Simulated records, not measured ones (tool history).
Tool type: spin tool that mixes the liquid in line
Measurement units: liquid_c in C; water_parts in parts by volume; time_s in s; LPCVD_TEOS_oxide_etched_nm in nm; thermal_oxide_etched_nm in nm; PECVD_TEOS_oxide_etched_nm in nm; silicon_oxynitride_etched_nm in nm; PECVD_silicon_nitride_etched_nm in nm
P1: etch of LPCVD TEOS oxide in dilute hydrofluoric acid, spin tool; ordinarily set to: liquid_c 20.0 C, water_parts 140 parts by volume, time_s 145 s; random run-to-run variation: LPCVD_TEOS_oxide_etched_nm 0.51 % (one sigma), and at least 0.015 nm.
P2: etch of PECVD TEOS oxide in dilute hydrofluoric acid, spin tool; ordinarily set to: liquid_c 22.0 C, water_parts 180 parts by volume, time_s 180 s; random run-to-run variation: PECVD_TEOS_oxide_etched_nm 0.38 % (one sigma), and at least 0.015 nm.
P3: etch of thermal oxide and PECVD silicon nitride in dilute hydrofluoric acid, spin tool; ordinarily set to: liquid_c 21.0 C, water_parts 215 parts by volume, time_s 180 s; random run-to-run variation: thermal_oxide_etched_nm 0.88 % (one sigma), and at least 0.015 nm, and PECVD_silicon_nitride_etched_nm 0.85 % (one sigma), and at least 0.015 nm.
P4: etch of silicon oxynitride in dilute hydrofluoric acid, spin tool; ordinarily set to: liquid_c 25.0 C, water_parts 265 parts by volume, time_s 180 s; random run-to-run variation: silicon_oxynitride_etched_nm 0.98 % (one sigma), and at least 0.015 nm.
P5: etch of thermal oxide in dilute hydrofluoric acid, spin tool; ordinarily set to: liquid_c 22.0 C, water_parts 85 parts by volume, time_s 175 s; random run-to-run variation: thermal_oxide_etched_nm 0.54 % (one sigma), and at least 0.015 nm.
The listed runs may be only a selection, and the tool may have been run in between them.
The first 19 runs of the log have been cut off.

| run | hour | process | liquid_c | water_parts | time_s | hours since the thermometer was replaced | hours since the hydrofluoric acid flow meter was replaced | LPCVD_TEOS_oxide_etched_nm | thermal_oxide_etched_nm | PECVD_TEOS_oxide_etched_nm | silicon_oxynitride_etched_nm | PECVD_silicon_nitride_etched_nm |
|---|---|---|---|---|---|---|---|---|---|---|---|---|
| 20 | 98.6 | P5 | 17.0 | 85 | 175 | 59.4 | 430.2 |  | 7.39480 |  |  |  |
| 21 | 102.9 | P3 | 25.0 | 215 | 180 | 63.7 | 434.5 |  | 3.41080 |  |  | 4.16400 |
| 22 | 109.0 | P3 | 21.0 | 215 | 180 | 69.8 | 440.6 |  | 2.95160 |  |  | 3.23530 |
| 23 | 112.0 | P1 | 20.0 | 140 | 15 | 72.8 | 443.6 | 2.6578 |  |  |  |  |
| 24 | 116.8 | P1 | 20.0 | 240 | 145 | 77.6 | 448.4 | 13.6310 |  |  |  |  |
|  | 118.9 | hydrofluoric acid flow meter replaced |
| 25 | 122.1 | P4 | 25.0 | 265 | 180 | 82.9 | 3.2 |  |  |  | 2.8168 |  |
| 26 | 128.5 | P1 | 20.0 | 140 | 145 | 89.3 | 9.6 | 25.8480 |  |  |  |  |
| 27 | 132.3 | P1 | 17.0 | 245 | 145 | 93.1 | 13.4 | 11.8420 |  |  |  |  |
| 28 | 138.2 | P4 | 20.5 | 265 | 180 | 99.0 | 19.3 |  |  |  | 2.3361 |  |
| 29 | 142.9 | P4 | 25.0 | 160 | 180 | 103.7 | 24.0 |  |  |  | 5.0333 |  |
| 30 | 149.4 | P3 | 21.0 | 215 | 15 | 110.2 | 30.5 |  | 0.21529 |  |  | 0.27409 |
| 31 | 153.5 | P1 | 20.0 | 50 | 145 | 114.3 | 34.6 | 79.7800 |  |  |  |  |
| 32 | 160.1 | P1 | 20.0 | 140 | 145 | 120.9 | 41.2 | 25.8390 |  |  |  |  |
| 33 | 165.8 | P1 | 20.0 | 140 | 145 | 126.6 | 46.9 | 26.3370 |  |  |  |  |
| 34 | 172.5 | P1 | 20.0 | 140 | 145 | 133.3 | 53.6 | 26.9770 |  |  |  |  |

Run 35 comes next. What will it give?
| 35 | 178.2 | P1 | 20.0 | 140 | 145 | 139.0 | 59.3 | ? |  |  |  |  |

LPCVD_TEOS_oxide_etched_nm: 27.3070 nm
